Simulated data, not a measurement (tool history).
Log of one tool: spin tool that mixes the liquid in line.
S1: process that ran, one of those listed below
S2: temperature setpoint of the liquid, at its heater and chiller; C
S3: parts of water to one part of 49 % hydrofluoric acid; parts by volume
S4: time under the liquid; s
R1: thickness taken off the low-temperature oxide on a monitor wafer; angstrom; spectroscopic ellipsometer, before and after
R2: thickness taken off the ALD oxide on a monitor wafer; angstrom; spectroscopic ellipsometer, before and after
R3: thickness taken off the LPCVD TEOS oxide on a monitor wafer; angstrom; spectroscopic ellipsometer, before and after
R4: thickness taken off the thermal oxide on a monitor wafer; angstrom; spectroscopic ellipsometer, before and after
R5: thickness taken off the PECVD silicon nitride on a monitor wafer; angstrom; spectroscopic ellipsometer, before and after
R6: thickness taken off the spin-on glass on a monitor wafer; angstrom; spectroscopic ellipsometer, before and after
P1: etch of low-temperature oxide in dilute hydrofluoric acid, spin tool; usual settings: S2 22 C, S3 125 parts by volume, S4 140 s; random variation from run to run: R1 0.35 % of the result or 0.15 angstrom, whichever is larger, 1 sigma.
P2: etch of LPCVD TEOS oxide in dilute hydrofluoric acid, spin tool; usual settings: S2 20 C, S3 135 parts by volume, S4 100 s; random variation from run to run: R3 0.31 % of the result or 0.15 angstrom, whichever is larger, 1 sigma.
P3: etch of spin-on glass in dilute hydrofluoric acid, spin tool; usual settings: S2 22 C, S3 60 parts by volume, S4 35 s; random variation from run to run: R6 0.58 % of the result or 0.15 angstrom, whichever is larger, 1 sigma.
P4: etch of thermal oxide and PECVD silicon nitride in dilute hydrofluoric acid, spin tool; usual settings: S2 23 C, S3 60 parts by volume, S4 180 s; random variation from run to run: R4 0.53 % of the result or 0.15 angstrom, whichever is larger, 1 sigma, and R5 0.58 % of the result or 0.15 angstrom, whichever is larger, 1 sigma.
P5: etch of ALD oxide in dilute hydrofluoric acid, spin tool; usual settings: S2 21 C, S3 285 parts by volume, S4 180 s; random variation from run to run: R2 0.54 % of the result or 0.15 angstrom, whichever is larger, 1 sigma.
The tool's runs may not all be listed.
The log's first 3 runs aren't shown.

| run | hour | S1 | S2 | S3 | S4 | R1 | R2 | R3 | R4 | R5 | R6 |
|---|---|---|---|---|---|---|---|---|---|---|---|
| 4 | 33.8 | P5 | 21 | 285 | 180 |  | 153.8 |  |  |  |  |
| 5 | 40.2 | P2 | 20 | 50 | 100 |  |  | 385.09 |  |  |  |
| 6 | 45.2 | P4 | 17 | 60 | 180 |  |  |  | 110.4 | 72.054 |  |
| 7 | 52.4 | P2 | 17 | 135 | 100 |  |  | 115.1 |  |  |  |
| 8 | 57 | P3 | 17 | 60 | 35 |  |  |  |  |  | 156.16 |
| 9 | 64.2 | P1 | 22 | 125 | 140 | 161.5 |  |  |  |  |  |
| 10 | 69.2 | P2 | 20 | 135 | 15 |  |  | 19.424 |  |  |  |
| 11 | 73.6 | P3 | 22 | 60 | 15 |  |  |  |  |  | 82.304 |
| 12 | 79.4 | P1 | 22 | 125 | 140 | 161.01 |  |  |  |  |  |
| 13 | 88.1 | P4 | 23 | 60 | 345 |  |  |  | 269.49 | 209.4 |  |
| 14 | 94.6 | P5 | 28 | 285 | 180 |  | 195.9 |  |  |  |  |
| 15 | 99.3 | P5 | 21 | 285 | 180 |  | 154.54 |  |  |  |  |
| 16 | 107.5 | P4 | 23 | 60 | 180 |  |  |  | 142.38 | 109.49 |  |
| 17 | 114.6 | P3 | 22 | 105 | 35 |  |  |  |  |  | 103.56 |
| 18 | 119.1 | P2 | 20 | 135 | 100 |  |  | 130.27 |  |  |  |
| 19 | 126.4 | P1 | 22 | 125 | 140 | 162.32 |  |  |  |  |  |
| 20 | 136 | P3 | 22 | 60 | 35 |  |  |  |  |  | 193.83 |
| 21 | 142.4 | P5 | 21 | 285 | 315 |  | 268.27 |  |  |  |  |
| 22 | 150.5 | P1 | 22 | 65 | 140 | 333.48 |  |  |  |  |  |

Forecast run 23:
| 23 | 158.7 | P1 | 22 | 125 | 220 | ? |  |  |  |  |  |

R1: 253.16 angstrom
